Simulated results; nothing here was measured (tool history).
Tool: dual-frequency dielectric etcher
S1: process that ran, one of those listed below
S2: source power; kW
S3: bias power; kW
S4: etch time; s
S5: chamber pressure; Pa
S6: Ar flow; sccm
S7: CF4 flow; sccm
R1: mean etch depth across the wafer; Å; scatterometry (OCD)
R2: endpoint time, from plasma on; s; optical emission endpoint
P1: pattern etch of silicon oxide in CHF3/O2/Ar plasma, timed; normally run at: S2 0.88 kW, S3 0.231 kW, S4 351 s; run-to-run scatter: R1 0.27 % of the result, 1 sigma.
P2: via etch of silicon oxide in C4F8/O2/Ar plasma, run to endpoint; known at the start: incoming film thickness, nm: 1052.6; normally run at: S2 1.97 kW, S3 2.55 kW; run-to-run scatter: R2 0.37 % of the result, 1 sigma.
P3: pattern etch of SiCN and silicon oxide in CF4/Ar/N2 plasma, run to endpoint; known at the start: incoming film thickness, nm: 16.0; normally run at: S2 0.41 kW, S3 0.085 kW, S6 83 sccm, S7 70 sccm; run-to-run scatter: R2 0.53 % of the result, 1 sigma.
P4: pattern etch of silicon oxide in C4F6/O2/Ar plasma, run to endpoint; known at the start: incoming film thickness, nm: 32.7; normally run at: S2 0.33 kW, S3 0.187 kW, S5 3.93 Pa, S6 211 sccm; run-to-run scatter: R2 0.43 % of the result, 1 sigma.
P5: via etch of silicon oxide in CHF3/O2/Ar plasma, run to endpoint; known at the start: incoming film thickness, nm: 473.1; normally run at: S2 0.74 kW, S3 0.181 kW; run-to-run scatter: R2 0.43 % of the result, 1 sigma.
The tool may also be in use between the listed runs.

run	day	S1	S2	S3	S4	S5	S6	S7	R1	R2
1	0.3	P1	0.88	0.231	351				8607.4	
2	0.517	P2	1.97	2.55						195.44
3	0.708	P1	0.88	0.231	260				6413.4	
4	0.958	P4	0.33	0.187		3.93	298			11.189
5	1.117	P1	0.88	0.231	351				8652.2	
6	1.296	P4	0.33	0.125		3.93	211			12.31
# day 1.483: wet clean of the chamber
7	1.612	P2	1.97	3.496						175.91
8	1.938	P1	0.88	0.231	351				8604.9	
9	2.112	P1	0.88	0.184	351				7953.2	
10	2.338	P1	0.88	0.231	351				8614.3	
11	2.638	P1	0.88	0.231	351				8591.5	
12	2.962	P5	0.74	0.245						200.71
13	3.138	P1	1.22	0.231	351				9752.9	
14	3.3	P5	1.03	0.181						195.56
15	3.488	P5	0.74	0.181						222.87
16	3.792	P3	0.41	0.085			63	70		18.056
17	3.988	P3	0.41	0.056			83	70		21.268
18	4.242	P1	0.88	0.192	255				5869.8	
19	4.496	P4	0.33	0.187		4.93	211			11.136
20	4.729	P1	0.71	0.231	351				7943.8	
21	4.975	P1	0.88	0.291	351				9286.8	
22	5.292	P4	0.33	0.187		3.93	211			10.8
23	5.479	P1	0.88	0.189	481.5				11052	
24	5.704	P1	0.88	0.231	351				8570.5	
25	5.883	P4	0.33	0.187		3.93	211			10.817
26	6.054	P1	0.88	0.231	351				8596.5	
27	6.283	P1	0.88	0.231	478				11739	
28	6.588	P3	0.41	0.085			83	70		18.758
# day 6.646: source power generator calibrated
29	6.896	P4	0.27	0.187		3.93	211			11.674
30	7.162	P2	1.21	2.55						233.54
31	7.458	P3	0.53	0.085			83	70		14.805
32	7.738	P2	1.97	2.55						194.31
33	8.042	P3	0.41	0.085			83	85		18.242
34	8.275	P1	0.88	0.231	351				8624.6	
35	8.45	P1	0.88	0.231	351				8612.9	
36	8.617	P1	0.88	0.231	351				8644.8	
37	8.796	P1	0.88	0.231	351				8657.8	
38	8.962	P1	0.88	0.231	351				8695.8	
39	9.271	P1	0.88	0.231	351				8744.9	
# day 9.554: wet clean of the chamber
40	9.579	P1	0.88	0.231	351				8749	
41	9.9	P1	0.88	0.231	351				8726.6	
42	10.175	P1	0.88	0.231	351				8709.4	

What P1 gives has crept away from where it was. These 2 causes fit the log equally well, each at the size given:
A: source power that arrives over what is set, % = 3.91
B: bias power that arrives over what is set, % = 4.31
The creep began at about day 8.275.
Why every other cause is out:
chamber walls in a state that raises the etch rate, %: serviced at day 9.554, which brought nothing back

4 check runs are offered, each on 5 wafers whose results are averaged, their results left as question marks. Which one tells the causes apart?
check 1	10.45	P5	1.01	0.244						?
check 2	10.45	P2	1.24	3.177						?
check 3	10.45	P3	0.41	0.062			83	70		?
check 4	10.45	P4	0.33	0.127		3.93	241			?

What each check would give under each cause:
check	result	if A	if B
check 1	R2	176.04	176.03
check 2	R2	213.65	213.88
check 3	R2	20.022	20.438
check 4	R2	12.15	12.182
How far apart the two closest causes lie, in the result that separates them most: check 1 0 %; check 2 0.11 %; check 3 2.05 %; check 4 0.27 %
Check 3 tells the causes apart: in the others they would give nearly the same result.

Then check 3 was run and gave: R2 20.508 s. Which cause is it?

It is B: bias power that arrives over what is set, %.
